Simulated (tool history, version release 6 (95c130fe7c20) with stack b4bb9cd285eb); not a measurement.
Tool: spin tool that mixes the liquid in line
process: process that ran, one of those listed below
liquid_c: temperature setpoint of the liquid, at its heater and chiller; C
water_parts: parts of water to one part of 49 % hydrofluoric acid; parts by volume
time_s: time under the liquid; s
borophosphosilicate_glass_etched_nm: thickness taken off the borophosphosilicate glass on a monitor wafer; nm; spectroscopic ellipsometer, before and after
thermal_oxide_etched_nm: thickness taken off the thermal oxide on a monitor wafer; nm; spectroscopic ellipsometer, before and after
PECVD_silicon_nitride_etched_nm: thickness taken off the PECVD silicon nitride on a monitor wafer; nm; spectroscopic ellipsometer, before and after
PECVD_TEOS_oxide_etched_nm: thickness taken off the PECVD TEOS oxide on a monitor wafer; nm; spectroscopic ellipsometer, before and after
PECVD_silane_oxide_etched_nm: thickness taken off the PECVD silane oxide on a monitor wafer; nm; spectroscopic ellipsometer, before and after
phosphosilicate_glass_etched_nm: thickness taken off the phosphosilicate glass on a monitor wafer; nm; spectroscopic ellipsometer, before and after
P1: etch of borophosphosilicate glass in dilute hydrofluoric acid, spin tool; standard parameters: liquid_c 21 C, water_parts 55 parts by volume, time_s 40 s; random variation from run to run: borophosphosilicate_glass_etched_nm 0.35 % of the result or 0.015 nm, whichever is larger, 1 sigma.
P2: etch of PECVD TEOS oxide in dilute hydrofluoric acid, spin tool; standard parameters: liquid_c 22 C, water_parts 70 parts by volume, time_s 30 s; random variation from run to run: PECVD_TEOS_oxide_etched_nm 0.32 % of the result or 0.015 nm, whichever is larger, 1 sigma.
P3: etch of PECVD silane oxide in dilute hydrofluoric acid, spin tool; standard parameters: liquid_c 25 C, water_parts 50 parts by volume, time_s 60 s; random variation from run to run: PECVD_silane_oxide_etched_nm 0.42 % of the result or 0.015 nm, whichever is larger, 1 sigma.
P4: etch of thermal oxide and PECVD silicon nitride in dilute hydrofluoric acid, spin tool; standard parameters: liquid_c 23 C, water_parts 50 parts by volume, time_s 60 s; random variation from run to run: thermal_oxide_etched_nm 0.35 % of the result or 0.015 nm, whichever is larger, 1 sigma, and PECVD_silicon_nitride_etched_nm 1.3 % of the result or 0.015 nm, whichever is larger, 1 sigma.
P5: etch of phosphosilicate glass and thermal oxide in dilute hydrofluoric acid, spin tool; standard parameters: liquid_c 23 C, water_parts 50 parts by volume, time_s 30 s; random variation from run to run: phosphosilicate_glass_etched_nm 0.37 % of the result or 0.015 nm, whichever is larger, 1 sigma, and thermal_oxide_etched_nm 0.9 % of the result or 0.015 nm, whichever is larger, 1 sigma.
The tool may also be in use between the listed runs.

run,day,process,liquid_c,water_parts,time_s,borophosphosilicate_glass_etched_nm,thermal_oxide_etched_nm,PECVD_silicon_nitride_etched_nm,PECVD_TEOS_oxide_etched_nm,PECVD_silane_oxide_etched_nm,phosphosilicate_glass_etched_nm
1,0.325,P1,21,55,40,49.733,,,,,
2,0.629,P1,21,55,40,49.839,,,,,
3,1,P4,23,50,60,,5.9628,1.8641,,,
4,1.354,P2,22,70,15,,,,3.3975,,
5,1.562,P1,21,55,40,49.669,,,,,
6,1.821,P3,17.5,50,60,,,,,14.515,
7,2.212,P4,23,50,60,,5.914,1.8053,,,
8,2.504,P2,29,70,30,,,,8.9933,,
9,2.829,P5,17,50,30,,2.2159,,,,33.894
10,3.171,P2,22,70,30,,,,6.7697,,
11,3.388,P1,17,55,15,15.82,,,,,
12,3.692,P3,25,50,60,,,,,19.766,
13,4.075,P1,29,55,40,69.06,,,,,
14,4.367,P5,23,50,60,,5.7395,,,,87.441
15,4.658,P3,25,50,15,,,,,4.958,
16,4.946,P5,23,20,30,,7.4498,,,,113.82
17,5.258,P1,21,80,75,62.23,,,,,
18,5.608,P4,23,85,60,,3.3387,1.1483,,,
19,5.842,P1,21,55,70,86.752,,,,,
20,6.092,P2,22,40,30,,,,12.267,,
21,6.367,P3,25,25,60,,,,,41.135,
22,6.575,P1,21,55,40,49.747,,,,,
23,6.958,P1,21,55,40,49.613,,,,,
24,7.283,P4,30.5,50,60,,8.0709,3.096,,,
25,7.667,P1,17,55,40,42.225,,,,,
26,8.079,P1,21,100,40,25.828,,,,,
27,8.471,P4,23,50,15,,1.484,0.46285,,,
28,8.871,P1,21,55,40,50.118,,,,,
29,9.104,P5,23,50,30,,2.8754,,,,43.974
30,9.35,P2,22,70,30,,,,6.7496,,
31,9.583,P1,21,55,15,18.705,,,,,
32,9.788,P1,21,20,40,142.55,,,,,
33,10.112,P3,25,50,60,,,,,20.007,
34,10.371,P1,26,55,15,23.006,,,,,
35,10.612,P1,21,55,40,49.69,,,,,
36,10.867,P1,21,55,40,50.755,,,,,
37,11.188,P1,21,55,40,52.157,,,,,
38,11.471,P1,21,55,40,52.787,,,,,
39,11.846,P1,21,55,40,52.872,,,,,
40,12.129,P1,21,55,40,53.349,,,,,
41,12.538,P1,21,55,40,53.248,,,,,
42,12.829,P1,21,55,40,53.966,,,,,
43,13.133,P1,21,55,40,53.652,,,,,
44,13.496,P1,21,55,40,53.851,,,,,

Something has made what P1 gives creep away from where it was; the 2 causes below, each at its own stated size, fit the log equally well:
A: liquid hotter than its thermometer reads (K) = 1.86
B: hydrofluoric acid flow above the setpoint (%) = 7.52
The drift started at roughly day 10.612.

Which of the check runs below tells the causes apart, meaning the causes would give it clearly different results? Each run uses 5 wafers whose results are averaged, and each result is shown as a question mark.
check 1,13.858,P3,25,50,60,,,,,?,
check 2,13.858,P5,23,50,30,,?,,,,?
check 3,13.858,P4,23,50,60,,?,?,,,
check 4,13.858,P2,22,70,30,,,,?,,

Predicted outcomes, by check and by cause:
check,result,if A,if B
check 1,PECVD_silane_oxide_etched_nm,21.446,21.488
check 2,thermal_oxide_etched_nm,3.081,3.0826
check 2,phosphosilicate_glass_etched_nm,47.359,47.384
check 3,thermal_oxide_etched_nm,6.4187,6.422
check 3,PECVD_silicon_nitride_etched_nm,2.141,2.0272
check 4,PECVD_TEOS_oxide_etched_nm,7.2977,7.3165
Gap, in per cent, between the two causes that each check separates least, read from the result that separates them most: check 1 0.2 %; check 2 0.05 %; check 3 5.46 %; check 4 0.26 %
The causes can be told apart only by check 3. The other checks would give nearly the same results under each of them.

Check 3 was then run and gave: thermal_oxide_etched_nm 6.4371 nm; PECVD_silicon_nitride_etched_nm 2.0391 nm. Which cause is it?

It was cause B: hydrofluoric acid flow above the setpoint (%).

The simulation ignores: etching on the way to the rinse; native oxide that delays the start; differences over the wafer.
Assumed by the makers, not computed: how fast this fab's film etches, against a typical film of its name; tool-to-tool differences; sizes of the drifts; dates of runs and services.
